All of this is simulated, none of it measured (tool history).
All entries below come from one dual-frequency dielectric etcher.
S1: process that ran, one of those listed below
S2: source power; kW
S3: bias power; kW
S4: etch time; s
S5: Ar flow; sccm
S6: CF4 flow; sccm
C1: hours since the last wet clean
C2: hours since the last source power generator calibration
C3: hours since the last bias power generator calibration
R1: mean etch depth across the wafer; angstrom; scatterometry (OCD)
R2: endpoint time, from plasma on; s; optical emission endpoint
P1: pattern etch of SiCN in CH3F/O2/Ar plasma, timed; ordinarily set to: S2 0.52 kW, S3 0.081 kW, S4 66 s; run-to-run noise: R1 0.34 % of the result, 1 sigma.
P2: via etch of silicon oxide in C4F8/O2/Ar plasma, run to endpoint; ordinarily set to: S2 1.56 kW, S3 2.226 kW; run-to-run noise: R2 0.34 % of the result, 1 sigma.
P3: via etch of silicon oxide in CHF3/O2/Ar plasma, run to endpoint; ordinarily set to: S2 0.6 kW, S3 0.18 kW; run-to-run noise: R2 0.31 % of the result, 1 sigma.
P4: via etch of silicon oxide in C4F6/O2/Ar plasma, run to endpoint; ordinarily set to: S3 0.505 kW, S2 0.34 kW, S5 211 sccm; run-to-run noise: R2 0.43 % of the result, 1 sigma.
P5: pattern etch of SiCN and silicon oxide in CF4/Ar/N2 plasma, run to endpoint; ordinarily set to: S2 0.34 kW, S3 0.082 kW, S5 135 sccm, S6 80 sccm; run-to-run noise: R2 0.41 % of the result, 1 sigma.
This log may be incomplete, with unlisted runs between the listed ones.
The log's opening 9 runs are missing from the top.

| run | hour | S1 | S2 | S3 | S4 | S5 | S6 | C1 | C2 | C3 | R1 | R2 |
|---|---|---|---|---|---|---|---|---|---|---|---|---|
| 10 | 135.6 | P1 | 0.69 | 0.081 | 66 |  |  | 318.9 | 734.9 | 857.7 | 307.94 |  |
| 11 | 145 | P1 | 0.52 | 0.063 | 66 |  |  | 328.3 | 744.3 | 867.1 | 254.77 |  |
| 12 | 157 | P1 | 0.52 | 0.081 | 66 |  |  | 340.3 | 756.3 | 879.1 | 277.47 |  |
| 13 | 171.5 | P1 | 0.34 | 0.081 | 66 |  |  | 354.8 | 770.8 | 893.6 | 236.13 |  |
| 14 | 180.4 | P5 | 0.34 | 0.082 |  | 135 | 110 | 363.7 | 779.7 | 902.5 |  | 21.531 |
| 15 | 192.7 | P3 | 0.36 | 0.18 |  |  |  | 376 | 792 | 914.8 |  | 240.04 |
| 16 | 211.4 | P3 | 0.6 | 0.18 |  |  |  | 394.7 | 810.7 | 933.5 |  | 197.7 |
| 17 | 223.6 | P4 | 0.34 | 0.505 |  | 123 |  | 406.9 | 822.9 | 945.7 |  | 20.773 |
| 18 | 234.9 | P5 | 0.34 | 0.082 |  | 135 | 80 | 418.2 | 834.2 | 957 |  | 22.4 |
| 19 | 246 | P4 | 0.46 | 0.505 |  | 211 |  | 429.3 | 845.3 | 968.1 |  | 19.713 |
| 20 | 255.7 | P1 | 0.52 | 0.114 | 66 |  |  | 439 | 855 | 977.8 | 314.37 |  |
| 21 | 264.5 | P2 | 1.56 | 2.226 |  |  |  | 447.8 | 863.8 | 986.6 |  | 442.18 |
|  | 268.9 | bias power generator calibrated |
| 22 | 282.6 | P1 | 0.52 | 0.081 | 66 |  |  | 465.9 | 881.9 | 13.8 | 277.89 |  |
| 23 | 292.1 | P4 | 0.34 | 0.505 |  | 211 |  | 475.4 | 891.4 | 23.3 |  | 22.014 |
| 24 | 302.7 | P1 | 0.52 | 0.081 | 36.5 |  |  | 486 | 902 | 33.9 | 153.86 |  |
| 25 | 318 | P4 | 0.34 | 0.505 |  | 211 |  | 501.3 | 917.3 | 49.2 |  | 21.839 |
| 26 | 326.3 | P1 | 0.52 | 0.081 | 66 |  |  | 509.6 | 925.6 | 57.5 | 277.37 |  |
| 27 | 342.7 | P3 | 0.6 | 0.18 |  |  |  | 526 | 942 | 73.9 |  | 197.05 |

Run 28 has not been measured yet. What should we expect?
| 28 | 361.2 | P5 | 0.21 | 0.082 |  | 135 | 80 | 544.5 | 960.5 | 92.4 |  | ? |

{"run 28": {"R2": 34.326}}

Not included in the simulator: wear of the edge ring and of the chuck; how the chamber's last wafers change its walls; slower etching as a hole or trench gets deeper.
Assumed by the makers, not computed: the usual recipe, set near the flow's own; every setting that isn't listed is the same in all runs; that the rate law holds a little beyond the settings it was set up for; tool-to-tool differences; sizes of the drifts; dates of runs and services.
